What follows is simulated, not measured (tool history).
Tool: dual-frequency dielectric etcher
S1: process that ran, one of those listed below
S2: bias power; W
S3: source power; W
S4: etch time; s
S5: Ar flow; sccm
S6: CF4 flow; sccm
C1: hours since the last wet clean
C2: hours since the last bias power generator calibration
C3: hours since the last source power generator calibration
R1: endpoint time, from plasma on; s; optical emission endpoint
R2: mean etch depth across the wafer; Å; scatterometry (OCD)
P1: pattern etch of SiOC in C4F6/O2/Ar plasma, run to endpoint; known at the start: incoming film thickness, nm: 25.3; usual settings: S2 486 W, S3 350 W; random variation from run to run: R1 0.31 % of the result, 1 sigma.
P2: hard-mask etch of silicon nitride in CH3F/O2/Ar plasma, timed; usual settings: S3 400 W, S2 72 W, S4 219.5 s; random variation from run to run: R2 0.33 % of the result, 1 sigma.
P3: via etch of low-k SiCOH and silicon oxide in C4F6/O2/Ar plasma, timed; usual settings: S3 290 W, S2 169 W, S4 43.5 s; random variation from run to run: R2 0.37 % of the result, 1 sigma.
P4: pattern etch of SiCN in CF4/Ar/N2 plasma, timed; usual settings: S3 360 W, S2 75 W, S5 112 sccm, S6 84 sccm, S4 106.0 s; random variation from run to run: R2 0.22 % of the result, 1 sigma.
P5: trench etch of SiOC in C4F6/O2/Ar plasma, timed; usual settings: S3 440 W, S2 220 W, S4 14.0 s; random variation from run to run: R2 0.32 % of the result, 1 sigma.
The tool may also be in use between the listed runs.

run 1 hour=9.9 | S1=P1 S2=486 S3=350 | C1=109.6 C2=1406.9 C3=840.0 | R1=9.0907
run 2 hour=22.6 | S1=P3 S2=169 S3=290 S4=43.5 | C1=122.3 C2=1419.6 C3=852.7 | R2=883.30
run 3 hour=31.8 | S1=P5 S2=220 S3=440 S4=19.5 | C1=131.5 C2=1428.8 C3=861.9 | R2=442.82
run 4 hour=47.5 | S1=P4 S2=75 S3=360 S4=106.0 S5=112 S6=84 | C1=147.2 C2=1444.5 C3=877.6 | R2=741.63
run 5 hour=64.1 | S1=P2 S2=54 S3=400 S4=219.5 | C1=163.8 C2=1461.1 C3=894.2 | R2=1388.60
run 6 hour=81.4 | S1=P1 S2=486 S3=480 | C1=181.1 C2=1478.4 C3=911.5 | R1=8.1163
run 7 hour=90.6 | S1=P1 S2=486 S3=350 | C1=190.3 C2=1487.6 C3=920.7 | R1=9.1280
run 8 hour=100.9 | S1=P1 S2=486 S3=270 | C1=200.6 C2=1497.9 C3=931.0 | R1=10.0410
run 9 hour=108.8 | S1=P4 S2=75 S3=360 S4=106.0 S5=112 S6=84 | C1=208.5 C2=1505.8 C3=938.9 | R2=742.74
run 10 hour=117.8 | S1=P3 S2=169 S3=220 S4=43.5 | C1=217.5 C2=1514.8 C3=947.9 | R2=788.07
run 11 hour=133.0 | S1=P1 S2=486 S3=350 | C1=232.7 C2=1530.0 C3=963.1 | R1=9.1131
run 12 hour=146.0 | S1=P2 S2=72 S3=400 S4=219.5 | C1=245.7 C2=1543.0 C3=976.1 | R2=1529.30
run 13 hour=159.4 | S1=P1 S2=486 S3=350 | C1=259.1 C2=1556.4 C3=989.5 | R1=9.1251
run 14 hour=171.0 | S1=P5 S2=297 S3=440 S4=14.0 | C1=270.7 C2=1568.0 C3=1001.1 | R2=353.10
run 15 hour=181.7 | S1=P2 S2=72 S3=500 S4=219.5 | C1=281.4 C2=1578.7 C3=1011.8 | R2=1661.40
run 16 hour=191.2 | S1=P4 S2=75 S3=450 S4=106.0 S5=112 S6=84 | C1=290.9 C2=1588.2 C3=1021.3 | R2=903.38
run 17 hour=206.7 | S1=P5 S2=220 S3=330 S4=14.0 | C1=306.4 C2=1603.7 C3=1036.8 | R2=285.58
run 18 hour=221.6 | S1=P4 S2=105 S3=360 S4=106.0 S5=112 S6=84 | C1=321.3 C2=1618.6 C3=1051.7 | R2=840.96
run 19 hour=230.2 | S1=P1 S2=330 S3=350 | C1=329.9 C2=1627.2 C3=1060.3 | R1=10.5380
run 20 hour=246.8 | S1=P4 S2=75 S3=360 S4=106.0 S5=112 S6=66 | C1=346.5 C2=1643.8 C3=1076.9 | R2=718.06
run 21 hour=261.4 | S1=P2 S2=72 S3=400 S4=270.0 | C1=361.1 C2=1658.4 C3=1091.5 | R2=1873.00
run 22 hour=276.3 | S1=P3 S2=117 S3=290 S4=43.5 | C1=376.0 C2=1673.3 C3=1106.4 | R2=781.14
run 23 hour=288.2 | S1=P5 S2=220 S3=440 S4=14.0 | C1=387.9 C2=1685.2 C3=1118.3 | R2=318.56
run 24 hour=300.4 | S1=P3 S2=169 S3=290 S4=29.0 | C1=400.1 C2=1697.4 C3=1130.5 | R2=586.02
run 25 hour=315.1 | S1=P5 S2=220 S3=440 S4=14.0 | C1=414.8 C2=1712.1 C3=1145.2 | R2=319.49
run 26 hour=327.0 | S1=P4 S2=75 S3=360 S4=73.5 S5=112 S6=84 | C1=426.7 C2=1724.0 C3=1157.1 | R2=513.37
run 27 hour=339.5 | S1=P4 S2=75 S3=360 S4=106.0 S5=91 S6=84 | C1=439.2 C2=1736.5 C3=1169.6 | R2=762.90
run 28 hour=351.3 | S1=P1 S2=659 S3=350 | C1=451.0 C2=1748.3 C3=1181.4 | R1=8.0961
run 29 hour=360.1 | S1=P1 S2=321 S3=450 | C1=459.8 C2=1757.1 C3=1190.2 | R1=9.6342
run 30 hour=374.1 | S1=P1 S2=486 S3=350 | C1=473.8 C2=1771.1 C3=1204.2 | R1=9.1318
run 31 hour=385.0 | S1=P1 S2=486 S3=350 | C1=484.7 C2=1782.0 C3=1215.1 | R1=9.1659
run 32 hour=395.6 | S1=P1 S2=486 S3=350 | C1=495.3 C2=1792.6 C3=1225.7 | R1=9.2313
run 33 hour=410.8 | S1=P1 S2=486 S3=350 | C1=510.5 C2=1807.8 C3=1240.9 | R1=9.2090
run 34 hour=426.3 | S1=P1 S2=486 S3=350 | C1=526.0 C2=1823.3 C3=1256.4 | R1=9.1814
-- hour=427.5 wet clean of the chamber
run 35 hour=436.6 | S1=P1 S2=486 S3=350 | C1=9.2 C2=1833.6 C3=1266.7 | R1=9.2629
run 36 hour=446.7 | S1=P1 S2=486 S3=350 | C1=19.3 C2=1843.7 C3=1276.8 | R1=9.2775
run 37 hour=454.6 | S1=P1 S2=486 S3=350 | C1=27.2 C2=1851.6 C3=1284.7 | R1=9.2538
run 38 hour=470.7 | S1=P1 S2=486 S3=350 | C1=43.3 C2=1867.7 C3=1300.8 | R1=9.2939
run 39 hour=486.2 | S1=P1 S2=486 S3=350 | C1=58.8 C2=1883.2 C3=1316.3 | R1=9.2963
run 40 hour=494.2 | S1=P1 S2=486 S3=350 | C1=66.8 C2=1891.2 C3=1324.3 | R1=9.2775

What P1 gives has crept away from where it was. These 2 causes fit the log equally well, each at the size given:
A: bias power that arrives under what is set, % = 4.01
B: source power that arrives under what is set, % = 4.06
The creep began at about hour 374.1.
Why every other cause is out:
chamber walls in a state that lowers the etch rate, %: serviced at hour 427.5, which brought nothing back

4 check runs are offered, one wafer each, their results left as question marks. Which one tells the causes apart?
run check 1 hour=502.2 | S1=P4 S2=75 S3=360 S4=106.0 S5=112 S6=84 | R2=?
run check 2 hour=502.2 | S1=P5 S2=220 S3=440 S4=14.0 | R2=?
run check 3 hour=502.2 | S1=P2 S2=72 S3=400 S4=219.5 | R2=?
run check 4 hour=502.2 | S1=P3 S2=169 S3=290 S4=43.5 | R2=?

What each check would give under each cause:
check=check_1 result=R2 if_A=732.56 if_B=716.61
check=check_2 result=R2 if_A=314.58 if_B=313.76
check=check_3 result=R2 if_A=1506.60 if_B=1504.00
check=check_4 result=R2 if_A=869.59 if_B=866.92
How far apart the two closest causes lie, in the result that separates them most: check 1 2.2 %; check 2 0.26 %; check 3 0.17 %; check 4 0.31 %
Check 1 tells the causes apart: in the others they would give nearly the same result.

Check 1 was then run and gave: R2 715.36 Å. Which cause is it?

It is B: source power that arrives under what is set, %.
